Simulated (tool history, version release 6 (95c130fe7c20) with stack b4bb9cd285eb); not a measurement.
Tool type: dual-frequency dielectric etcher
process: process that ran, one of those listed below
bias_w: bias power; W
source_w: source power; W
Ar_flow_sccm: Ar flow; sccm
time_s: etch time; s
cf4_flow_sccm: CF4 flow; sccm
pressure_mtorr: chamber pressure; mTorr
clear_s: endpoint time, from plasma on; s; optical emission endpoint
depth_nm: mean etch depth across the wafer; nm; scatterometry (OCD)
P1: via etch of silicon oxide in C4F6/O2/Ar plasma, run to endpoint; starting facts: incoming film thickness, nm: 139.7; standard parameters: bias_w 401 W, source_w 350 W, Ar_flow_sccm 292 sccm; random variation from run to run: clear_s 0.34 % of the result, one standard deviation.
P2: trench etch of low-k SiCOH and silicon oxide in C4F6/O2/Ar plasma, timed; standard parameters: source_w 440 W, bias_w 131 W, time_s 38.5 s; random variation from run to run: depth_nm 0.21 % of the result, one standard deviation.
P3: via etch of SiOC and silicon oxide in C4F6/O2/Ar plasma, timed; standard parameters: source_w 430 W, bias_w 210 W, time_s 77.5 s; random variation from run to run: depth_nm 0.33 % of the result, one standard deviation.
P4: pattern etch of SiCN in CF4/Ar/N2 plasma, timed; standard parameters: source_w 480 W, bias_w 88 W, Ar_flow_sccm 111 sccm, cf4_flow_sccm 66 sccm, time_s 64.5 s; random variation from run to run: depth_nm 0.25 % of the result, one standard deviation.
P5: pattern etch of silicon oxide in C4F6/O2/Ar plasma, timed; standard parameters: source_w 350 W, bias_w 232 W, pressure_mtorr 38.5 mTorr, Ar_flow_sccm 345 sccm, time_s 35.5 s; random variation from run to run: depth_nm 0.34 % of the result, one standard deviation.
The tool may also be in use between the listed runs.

run	hour	process	bias_w	source_w	Ar_flow_sccm	time_s	cf4_flow_sccm	pressure_mtorr	clear_s	depth_nm
1	15.3	P1	401	350	292				34.659	
2	25.4	P1	564	350	292				30.241	
3	38.6	P3	133	430		77.5				81.912
4	49.0	P2	131	440		22.5				67.931
5	60.8	P1	401	350	292				34.684	
6	68.9	P1	401	350	292				34.602	
7	80.5	P1	401	290	231				36.080	
8	95.0	P2	131	320		38.5				102.650
9	108.3	P3	210	280		77.5				80.331
10	122.8	P4	88	480	111	84.5	66			81.594
11	136.4	P5	232	350	264	35.5		38.5		112.240
12	149.6	P1	401	350	202				32.965	
13	158.3	P4	88	480	111	64.5	66			61.877
14	165.5	P5	232	350	345	20.0		38.5		61.194
15	175.1	P4	88	480	111	64.5	78			63.455
16	184.8	P4	88	480	111	64.5	66			62.161
17	200.3	P2	131	440		38.5				116.150
18	214.1	P1	275	440	292				36.099	
19	227.0	P4	109	480	111	64.5	66			67.373
20	242.6	P1	401	350	379				35.510	
21	257.9	P5	232	350	345	35.5		38.5		109.370
22	272.9	P5	232	500	345	35.5		38.5		125.490
23	280.9	P4	88	590	111	64.5	66			74.248
24	296.3	P2	182	440		38.5				127.900
25	307.0	P3	210	430		60.5				73.612
26	321.8	P1	401	350	292				34.375	

Forecast run 27:
27	335.0	P1	401	240	292				?	

clear_s: 39.422 s

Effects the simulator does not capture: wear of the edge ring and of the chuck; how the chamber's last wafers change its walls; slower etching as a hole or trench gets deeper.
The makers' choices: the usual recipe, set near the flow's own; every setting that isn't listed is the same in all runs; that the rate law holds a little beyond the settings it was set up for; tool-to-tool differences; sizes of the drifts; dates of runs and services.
